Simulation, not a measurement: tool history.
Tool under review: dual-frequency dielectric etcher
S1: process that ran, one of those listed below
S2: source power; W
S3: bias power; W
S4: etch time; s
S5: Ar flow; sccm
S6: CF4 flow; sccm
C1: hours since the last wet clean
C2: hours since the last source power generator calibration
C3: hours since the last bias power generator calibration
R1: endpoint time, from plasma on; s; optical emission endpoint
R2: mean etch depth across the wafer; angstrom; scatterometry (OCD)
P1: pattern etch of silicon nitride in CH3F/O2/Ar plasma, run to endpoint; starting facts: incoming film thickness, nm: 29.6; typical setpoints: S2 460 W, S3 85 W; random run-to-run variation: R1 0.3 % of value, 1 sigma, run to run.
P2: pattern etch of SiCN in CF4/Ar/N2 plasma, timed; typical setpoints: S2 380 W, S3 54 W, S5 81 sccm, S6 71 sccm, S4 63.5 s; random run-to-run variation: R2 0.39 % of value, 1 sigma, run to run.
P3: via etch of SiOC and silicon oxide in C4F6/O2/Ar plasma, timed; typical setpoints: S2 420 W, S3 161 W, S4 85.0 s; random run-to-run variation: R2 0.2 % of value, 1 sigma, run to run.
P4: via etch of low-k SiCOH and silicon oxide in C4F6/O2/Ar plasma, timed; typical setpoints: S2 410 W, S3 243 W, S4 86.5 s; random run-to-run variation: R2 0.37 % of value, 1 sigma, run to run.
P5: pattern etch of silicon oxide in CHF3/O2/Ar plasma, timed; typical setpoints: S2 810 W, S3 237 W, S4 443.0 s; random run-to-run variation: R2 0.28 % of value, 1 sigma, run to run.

run,day,S1,S2,S3,S4,S5,S6,C1,C2,C3,R1,R2
1,0.333,P1,460,85,,,,69.9,374.9,1176.2,37.283,
2,0.754,P3,420,161,104.0,,,80.0,385.0,1186.3,,1201.40
3,1.075,P1,460,85,,,,87.7,392.7,1194.0,37.342,
4,1.483,P1,340,85,,,,97.5,402.5,1203.8,42.110,
5,1.704,P1,460,105,,,,102.8,407.8,1209.1,34.550,
6,2.038,P1,460,85,,,,110.8,415.8,1217.1,37.424,
7,2.254,P1,350,69,,,,116.0,421.0,1222.3,44.383,
8,2.562,P4,410,188,86.5,,,123.4,428.4,1229.7,,2427.10
9,2.933,P5,810,302,443.0,,,132.3,437.3,1238.6,,11449.00
10,3.312,P2,380,54,63.5,50,71,141.4,446.4,1247.7,,483.49
11,3.796,P5,810,237,443.0,,,153.0,458.0,1259.3,,10505.00
12,4.167,P5,540,237,443.0,,,161.9,466.9,1268.2,,9065.40
13,4.608,P2,540,54,63.5,81,71,172.5,477.5,1278.8,,612.65
14,5.079,P5,810,237,581.0,,,183.8,488.8,1290.1,,13814.00
15,5.571,P4,410,243,57.5,,,195.6,500.6,1301.9,,1751.40
16,6.008,P3,420,224,85.0,,,206.1,511.1,1312.4,,1095.20
17,6.400,P4,410,243,86.5,,,215.5,520.5,1321.8,,2631.60
18,6.746,P1,460,70,,,,223.8,528.8,1330.1,40.058,
19,7.129,P1,320,52,,,,233.0,538.0,1339.3,50.610,
20,7.617,P2,380,54,63.5,81,71,244.7,549.7,1351.0,,448.48
21,8.092,P3,270,161,85.0,,,256.1,561.1,1362.4,,825.48
# day 8.396: wet clean of the chamber
22,8.462,P2,380,72,63.5,81,71,1.7,570.0,1371.3,,496.06
23,8.738,P1,590,57,,,,8.3,576.6,1377.9,38.934,
24,8.975,P1,650,85,,,,14.0,582.3,1383.6,32.832,
25,9.383,P2,380,54,63.5,81,71,23.8,592.1,1393.4,,449.09
26,9.700,P2,380,54,63.5,81,85,31.4,599.7,1401.0,,461.31
27,10.092,P5,810,237,443.0,,,40.8,609.1,1410.4,,10516.00
28,10.446,P1,460,85,,,,49.3,617.6,1418.9,37.494,
29,10.812,P4,270,243,86.5,,,58.1,626.4,1427.7,,2264.70
30,11.258,P1,460,85,,,,68.8,637.1,1438.4,37.333,
31,11.692,P4,410,243,86.5,,,79.2,647.5,1448.8,,2645.50
32,11.925,P3,420,161,85.0,,,84.8,653.1,1454.4,,978.60
33,12.221,P3,420,161,85.0,,,91.9,660.2,1461.5,,978.00
34,12.638,P2,380,54,92.5,81,71,101.9,670.2,1471.5,,654.89
35,13.108,P1,460,85,,,,113.2,681.5,1482.8,37.245,
36,13.388,P1,460,85,,,,119.9,688.2,1489.5,37.464,
37,13.646,P1,460,85,,,,126.1,694.4,1495.7,37.013,
38,13.958,P1,460,85,,,,133.6,701.9,1503.2,37.049,
39,14.192,P1,460,85,,,,139.2,707.5,1508.8,36.669,
40,14.421,P1,460,85,,,,144.7,713.0,1514.3,36.582,
41,14.842,P1,460,85,,,,154.8,723.1,1524.4,36.753,
42,15.083,P1,460,85,,,,160.6,728.9,1530.2,36.897,
43,15.550,P1,460,85,,,,171.8,740.1,1541.4,36.743,
# day 15.642: wet clean of the chamber
44,15.842,P1,460,85,,,,4.9,747.1,1548.4,36.748,
45,16.192,P1,460,85,,,,13.3,755.5,1556.8,36.585,
46,16.629,P1,460,85,,,,23.8,766.0,1567.3,36.971,

P1 no longer gives what it gave before; its output has crept away from where it was. The following 2 causes, each at its listed size, fit the log equally well:
A: bias power that arrives over what is set, % = 4.76
B: source power that arrives over what is set, % = 4.45
The gradual shift began around day 13.388.
What rules out each remaining cause:
chamber walls in a state that raises the etch rate, %: its service at day 15.642 followed the start of the drift and did not put the process back to its old value

Of the 4 check runs below, each run on 2 wafers with the results averaged and each result still a question mark, which one would tell the listed causes apart?
check 1,17.067,P2,380,54,78.5,81,71,,,,,?
check 2,17.067,P3,280,161,85.0,,,,,,,?
check 3,17.067,P4,290,200,86.5,,,,,,,?
check 4,17.067,P5,550,296,443.0,,,,,,,?

If the cause were each of the candidates in turn, the checks would give the following:
check,result,if A,if B
check 1,R2,564.29,577.87
check 2,R2,850.23,851.75
check 3,R2,2199.60,2202.40
check 4,R2,10022.00,10011.00
Per-check spread between the two closest causes, in the result where they differ most: check 1 2.38 %; check 2 0.18 %; check 3 0.13 %; check 4 0.1 %
Check 1 tells the causes apart: in the others they would give nearly the same result.

Check 1 has now been run. It gave: R2 566.00 angstrom. Which of the candidate causes is it?

It was cause A: bias power that arrives over what is set, %.
